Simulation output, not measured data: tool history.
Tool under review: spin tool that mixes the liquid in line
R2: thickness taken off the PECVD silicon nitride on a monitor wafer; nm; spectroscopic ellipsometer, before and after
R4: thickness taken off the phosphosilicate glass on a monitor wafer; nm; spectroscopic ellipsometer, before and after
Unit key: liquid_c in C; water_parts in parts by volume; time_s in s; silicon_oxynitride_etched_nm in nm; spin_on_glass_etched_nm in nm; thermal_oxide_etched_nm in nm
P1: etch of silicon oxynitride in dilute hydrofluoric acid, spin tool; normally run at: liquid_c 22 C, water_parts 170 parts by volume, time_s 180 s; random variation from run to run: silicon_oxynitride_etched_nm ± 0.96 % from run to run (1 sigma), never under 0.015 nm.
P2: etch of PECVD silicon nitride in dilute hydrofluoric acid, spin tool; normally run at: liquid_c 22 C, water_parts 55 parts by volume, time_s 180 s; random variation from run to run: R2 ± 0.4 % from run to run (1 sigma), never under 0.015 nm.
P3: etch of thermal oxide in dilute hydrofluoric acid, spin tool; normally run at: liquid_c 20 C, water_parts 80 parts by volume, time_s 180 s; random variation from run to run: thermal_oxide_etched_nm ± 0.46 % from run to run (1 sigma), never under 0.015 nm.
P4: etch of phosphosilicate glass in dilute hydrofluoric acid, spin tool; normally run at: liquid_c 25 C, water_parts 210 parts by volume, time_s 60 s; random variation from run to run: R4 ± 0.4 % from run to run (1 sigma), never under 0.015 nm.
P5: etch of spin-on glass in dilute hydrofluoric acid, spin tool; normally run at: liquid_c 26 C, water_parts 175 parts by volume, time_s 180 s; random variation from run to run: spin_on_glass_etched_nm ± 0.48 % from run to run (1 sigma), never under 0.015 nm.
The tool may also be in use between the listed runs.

{"run": 1, "hour": 16.1, "process": "P1", "liquid_c": 22, "water_parts": 170, "time_s": 180, "silicon_oxynitride_etched_nm": 2.5434}
{"run": 2, "hour": 27.8, "process": "P2", "liquid_c": 22, "water_parts": 95, "time_s": 180, "R2": 7.5144}
{"run": 3, "hour": 40.3, "process": "P5", "liquid_c": 26, "water_parts": 175, "time_s": 300, "spin_on_glass_etched_nm": 68.425}
{"run": 4, "hour": 50.7, "process": "P4", "liquid_c": 19.5, "water_parts": 210, "time_s": 60, "R4": 30.189}
{"run": 5, "hour": 60.0, "process": "P2", "liquid_c": 17, "water_parts": 55, "time_s": 180, "R2": 9.0021}
{"run": 6, "hour": 67.6, "process": "P1", "liquid_c": 22, "water_parts": 170, "time_s": 30, "silicon_oxynitride_etched_nm": 0.44792}
{"run": 7, "hour": 80.1, "process": "P3", "liquid_c": 20, "water_parts": 80, "time_s": 180, "thermal_oxide_etched_nm": 9.7388}
{"run": 8, "hour": 93.4, "process": "P1", "liquid_c": 27, "water_parts": 170, "time_s": 15, "silicon_oxynitride_etched_nm": 0.28104}
{"run": 9, "hour": 105.0, "process": "P4", "liquid_c": 25, "water_parts": 55, "time_s": 60, "R4": 170.11}
{"run": 10, "hour": 115.7, "process": "P1", "liquid_c": 27, "water_parts": 170, "time_s": 180, "silicon_oxynitride_etched_nm": 3.2186}
{"run": 11, "hour": 129.2, "process": "P1", "liquid_c": 22, "water_parts": 230, "time_s": 50, "silicon_oxynitride_etched_nm": 0.47036}
{"run": 12, "hour": 145.7, "process": "P1", "liquid_c": 18, "water_parts": 170, "time_s": 180, "silicon_oxynitride_etched_nm": 2.1166}
{"run": 13, "hour": 161.4, "process": "P4", "liquid_c": 25, "water_parts": 210, "time_s": 60, "R4": 37.127}
{"run": 14, "hour": 176.7, "process": "P1", "liquid_c": 22, "water_parts": 30, "time_s": 180, "silicon_oxynitride_etched_nm": 15.92}
{"run": 15, "hour": 187.3, "process": "P2", "liquid_c": 22, "water_parts": 55, "time_s": 335, "R2": 23.895}
{"run": 16, "hour": 197.9, "process": "P5", "liquid_c": 18, "water_parts": 175, "time_s": 180, "spin_on_glass_etched_nm": 30.47}
{"run": 17, "hour": 208.2, "process": "P3", "liquid_c": 20, "water_parts": 80, "time_s": 45, "thermal_oxide_etched_nm": 2.401}
{"run": 18, "hour": 221.7, "process": "P5", "liquid_c": 26, "water_parts": 175, "time_s": 180, "spin_on_glass_etched_nm": 41.24}
{"run": 19, "hour": 228.9, "process": "P1", "liquid_c": 22, "water_parts": 170, "time_s": 180, "silicon_oxynitride_etched_nm": 2.5883}
{"run": 20, "hour": 238.8, "process": "P1", "liquid_c": 22, "water_parts": 170, "time_s": 180, "silicon_oxynitride_etched_nm": 2.5577}
{"run": 21, "hour": 248.0, "process": "P1", "liquid_c": 22, "water_parts": 170, "time_s": 180, "silicon_oxynitride_etched_nm": 2.547}
{"run": 22, "hour": 260.8, "process": "P3", "liquid_c": 26.5, "water_parts": 80, "time_s": 180, "thermal_oxide_etched_nm": 12.606}
{"run": 23, "hour": 268.8, "process": "P4", "liquid_c": 25, "water_parts": 210, "time_s": 15, "R4": 9.2597}
{"run": 24, "hour": 280.2, "process": "P1", "liquid_c": 28.5, "water_parts": 50, "time_s": 180, "silicon_oxynitride_etched_nm": 13.086}
{"run": 25, "hour": 296.1, "process": "P2", "liquid_c": 22, "water_parts": 55, "time_s": 180, "R2": 12.717}
{"run": 26, "hour": 308.3, "process": "P5", "liquid_c": 26, "water_parts": 300, "time_s": 180, "spin_on_glass_etched_nm": 21.019}
{"run": 27, "hour": 318.8, "process": "P2", "liquid_c": 22, "water_parts": 55, "time_s": 180, "R2": 12.875}
{"run": 28, "hour": 332.5, "process": "P1", "liquid_c": 22, "water_parts": 170, "time_s": 260, "silicon_oxynitride_etched_nm": 3.6937}
{"run": 29, "hour": 347.4, "process": "P3", "liquid_c": 20, "water_parts": 80, "time_s": 180, "thermal_oxide_etched_nm": 9.6334}
{"run": 30, "hour": 362.7, "process": "P1", "liquid_c": 22, "water_parts": 260, "time_s": 180, "silicon_oxynitride_etched_nm": 1.5601}
{"run": 31, "hour": 374.6, "process": "P1", "liquid_c": 22, "water_parts": 170, "time_s": 180, "silicon_oxynitride_etched_nm": 2.5491}
{"run": 32, "hour": 387.9, "process": "P1", "liquid_c": 22, "water_parts": 170, "time_s": 180, "silicon_oxynitride_etched_nm": 2.5189}
{"run": 33, "hour": 395.7, "process": "P3", "liquid_c": 20, "water_parts": 30, "time_s": 180, "thermal_oxide_etched_nm": 27.405}
{"run": 34, "hour": 403.8, "process": "P5", "liquid_c": 26, "water_parts": 175, "time_s": 180, "spin_on_glass_etched_nm": 41.147}
{"run": 35, "hour": 412.7, "process": "P1", "liquid_c": 22, "water_parts": 170, "time_s": 180, "silicon_oxynitride_etched_nm": 2.548}
{"run": 36, "hour": 421.7, "process": "P1", "liquid_c": 22, "water_parts": 170, "time_s": 180, "silicon_oxynitride_etched_nm": 2.5546}
{"run": 37, "hour": 437.0, "process": "P1", "liquid_c": 22, "water_parts": 170, "time_s": 180, "silicon_oxynitride_etched_nm": 2.6813}
{"run": 38, "hour": 452.0, "process": "P1", "liquid_c": 22, "water_parts": 170, "time_s": 180, "silicon_oxynitride_etched_nm": 2.6887}
{"run": 39, "hour": 468.2, "process": "P1", "liquid_c": 22, "water_parts": 170, "time_s": 180, "silicon_oxynitride_etched_nm": 2.7398}
{"run": 40, "hour": 480.9, "process": "P1", "liquid_c": 22, "water_parts": 170, "time_s": 180, "silicon_oxynitride_etched_nm": 2.7065}
{"run": 41, "hour": 497.1, "process": "P1", "liquid_c": 22, "water_parts": 170, "time_s": 180, "silicon_oxynitride_etched_nm": 2.7284}
{"run": 42, "hour": 509.1, "process": "P1", "liquid_c": 22, "water_parts": 170, "time_s": 180, "silicon_oxynitride_etched_nm": 2.755}

What P1 gives has crept off from where it sat before. The 2 causes that follow fit the log equally well, each at the size noted:
A: liquid hotter than its thermometer reads (K) = 1.47
B: hydrofluoric acid flow above the setpoint (%) = 6.21
Creep in the process output first set in at about hour 412.7.

4 check runs are offered, one wafer each, their results left as question marks. Which one tells the causes apart?
{"run": "check 1", "hour": 521.1, "process": "P4", "liquid_c": 21.5, "water_parts": 105, "time_s": 60, "R4": "?"}
{"run": "check 2", "hour": 521.1, "process": "P5", "liquid_c": 18, "water_parts": 175, "time_s": 180, "spin_on_glass_etched_nm": "?"}
{"run": "check 3", "hour": 521.1, "process": "P2", "liquid_c": 17, "water_parts": 55, "time_s": 180, "R2": "?"}
{"run": "check 4", "hour": 521.1, "process": "P3", "liquid_c": 26.5, "water_parts": 80, "time_s": 180, "thermal_oxide_etched_nm": "?"}

Check results expected under each cause:
check=check_1 result=R4 if_A=77.431 if_B=78.081
check=check_2 result=spin_on_glass_etched_nm if_A=32.141 if_B=32.522
check=check_3 result=R2 if_A=10.043 if_B=9.5989
check=check_4 result=thermal_oxide_etched_nm if_A=13.349 if_B=13.471
Per-check spread between the two closest causes, in the result where they differ most: check 1 0.84 %; check 2 1.18 %; check 3 4.52 %; check 4 0.91 %
Check 3 distinguishes between the causes, while the remaining checks would return nearly the same result for all of them.

Check 3 has now been run. It gave: R2 9.6615 nm. Which of the candidate causes is it?

It was cause B: hydrofluoric acid flow above the setpoint (%).
